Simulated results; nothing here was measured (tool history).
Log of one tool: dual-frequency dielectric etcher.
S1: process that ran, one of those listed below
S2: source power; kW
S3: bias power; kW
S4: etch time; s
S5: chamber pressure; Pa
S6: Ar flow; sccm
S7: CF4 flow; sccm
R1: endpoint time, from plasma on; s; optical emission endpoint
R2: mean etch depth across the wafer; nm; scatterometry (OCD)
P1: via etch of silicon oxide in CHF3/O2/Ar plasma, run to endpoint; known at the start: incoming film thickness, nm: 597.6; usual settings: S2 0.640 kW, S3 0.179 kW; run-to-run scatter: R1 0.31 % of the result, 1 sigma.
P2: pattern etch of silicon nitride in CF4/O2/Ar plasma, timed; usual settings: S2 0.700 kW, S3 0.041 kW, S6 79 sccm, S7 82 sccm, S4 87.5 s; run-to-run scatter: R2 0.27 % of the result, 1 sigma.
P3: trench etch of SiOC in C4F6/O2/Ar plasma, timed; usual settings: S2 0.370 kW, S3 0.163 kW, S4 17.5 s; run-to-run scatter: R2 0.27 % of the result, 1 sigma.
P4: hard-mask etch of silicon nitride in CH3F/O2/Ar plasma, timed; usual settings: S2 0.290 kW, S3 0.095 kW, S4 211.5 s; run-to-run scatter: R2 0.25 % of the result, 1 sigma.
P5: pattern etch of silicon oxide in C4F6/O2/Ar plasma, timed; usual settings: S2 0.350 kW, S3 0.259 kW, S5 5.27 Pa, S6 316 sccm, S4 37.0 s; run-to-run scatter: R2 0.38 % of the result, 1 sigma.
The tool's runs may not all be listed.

{"run": 1, "hour": 8.3, "S1": "P1", "S2": 0.64, "S3": 0.179, "R1": 307.43}
{"run": 2, "hour": 21.1, "S1": "P1", "S2": 0.64, "S3": 0.179, "R1": 309.46}
{"run": 3, "hour": 39.5, "S1": "P4", "S2": 0.29, "S3": 0.065, "S4": 211.5, "R2": 129.83}
{"run": 4, "hour": 51.5, "S1": "P1", "S2": 0.64, "S3": 0.179, "R1": 306.53}
{"run": 5, "hour": 69.7, "S1": "P4", "S2": 0.29, "S3": 0.095, "S4": 211.5, "R2": 148.63}
{"run": 6, "hour": 86.6, "S1": "P5", "S2": 0.35, "S3": 0.259, "S4": 37.0, "S5": 5.27, "S6": 225, "R2": 126.0}
{"run": 7, "hour": 102.6, "S1": "P1", "S2": 0.64, "S3": 0.179, "R1": 308.77}
{"run": 8, "hour": 114.6, "S1": "P5", "S2": 0.35, "S3": 0.259, "S4": 27.0, "S5": 5.27, "S6": 316, "R2": 88.523}
{"run": 9, "hour": 126.8, "S1": "P3", "S2": 0.37, "S3": 0.163, "S4": 17.5, "R2": 34.311}
{"run": 10, "hour": 138.5, "S1": "P1", "S2": 0.38, "S3": 0.179, "R1": 374.74}
{"run": 11, "hour": 153.9, "S1": "P5", "S2": 0.35, "S3": 0.259, "S4": 37.0, "S5": 5.27, "S6": 316, "R2": 121.14}
{"run": 12, "hour": 168.9, "S1": "P5", "S2": 0.35, "S3": 0.323, "S4": 37.0, "S5": 5.27, "S6": 316, "R2": 130.36}
{"run": 13, "hour": 186.5, "S1": "P3", "S2": 0.37, "S3": 0.163, "S4": 21.5, "R2": 42.104}
{"run": 14, "hour": 204.9, "S1": "P1", "S2": 0.8, "S3": 0.135, "R1": 310.19}
{"run": 15, "hour": 223.4, "S1": "P1", "S2": 0.83, "S3": 0.139, "R1": 302.1}
{"run": 16, "hour": 240.1, "S1": "P4", "S2": 0.29, "S3": 0.095, "S4": 211.5, "R2": 148.71}
{"run": 17, "hour": 252.1, "S1": "P1", "S2": 0.84, "S3": 0.179, "R1": 276.65}
{"run": 18, "hour": 261.2, "S1": "P5", "S2": 0.5, "S3": 0.259, "S4": 37.0, "S5": 5.27, "S6": 316, "R2": 138.69}
{"run": 19, "hour": 272.3, "S1": "P2", "S2": 0.7, "S3": 0.041, "S4": 87.5, "S6": 79, "S7": 82, "R2": 213.96}
{"run": 20, "hour": 285.0, "S1": "P2", "S2": 0.7, "S3": 0.041, "S4": 63.0, "S6": 79, "S7": 82, "R2": 153.5}
{"run": 21, "hour": 293.7, "S1": "P2", "S2": 0.45, "S3": 0.041, "S4": 87.5, "S6": 79, "S7": 82, "R2": 146.26}
{"run": 22, "hour": 311.7, "S1": "P2", "S2": 0.7, "S3": 0.041, "S4": 87.5, "S6": 52, "S7": 82, "R2": 226.46}
{"run": 23, "hour": 328.0, "S1": "P2", "S2": 0.7, "S3": 0.041, "S4": 87.5, "S6": 79, "S7": 55, "R2": 202.9}
{"run": 24, "hour": 343.0, "S1": "P4", "S2": 0.18, "S3": 0.095, "S4": 211.5, "R2": 124.61}
{"run": 25, "hour": 355.5, "S1": "P1", "S2": 0.64, "S3": 0.217, "R1": 290.14}
{"run": 26, "hour": 367.0, "S1": "P5", "S2": 0.35, "S3": 0.259, "S4": 37.0, "S5": 3.93, "S6": 316, "R2": 125.53}
{"run": 27, "hour": 380.1, "S1": "P4", "S2": 0.29, "S3": 0.095, "S4": 291.0, "R2": 204.47}
{"run": 28, "hour": 395.2, "S1": "P3", "S2": 0.25, "S3": 0.163, "S4": 17.5, "R2": 29.511}
{"run": 29, "hour": 404.4, "S1": "P1", "S2": 0.46, "S3": 0.245, "R1": 313.3}
{"run": 30, "hour": 417.5, "S1": "P3", "S2": 0.37, "S3": 0.207, "S4": 17.5, "R2": 37.063}

The next listed run, before its measurement:
{"run": 31, "hour": 426.7, "S1": "P1", "S2": 0.64, "S3": 0.128, "R1": "?"}

{"run 31": {"R1": 344.45}}

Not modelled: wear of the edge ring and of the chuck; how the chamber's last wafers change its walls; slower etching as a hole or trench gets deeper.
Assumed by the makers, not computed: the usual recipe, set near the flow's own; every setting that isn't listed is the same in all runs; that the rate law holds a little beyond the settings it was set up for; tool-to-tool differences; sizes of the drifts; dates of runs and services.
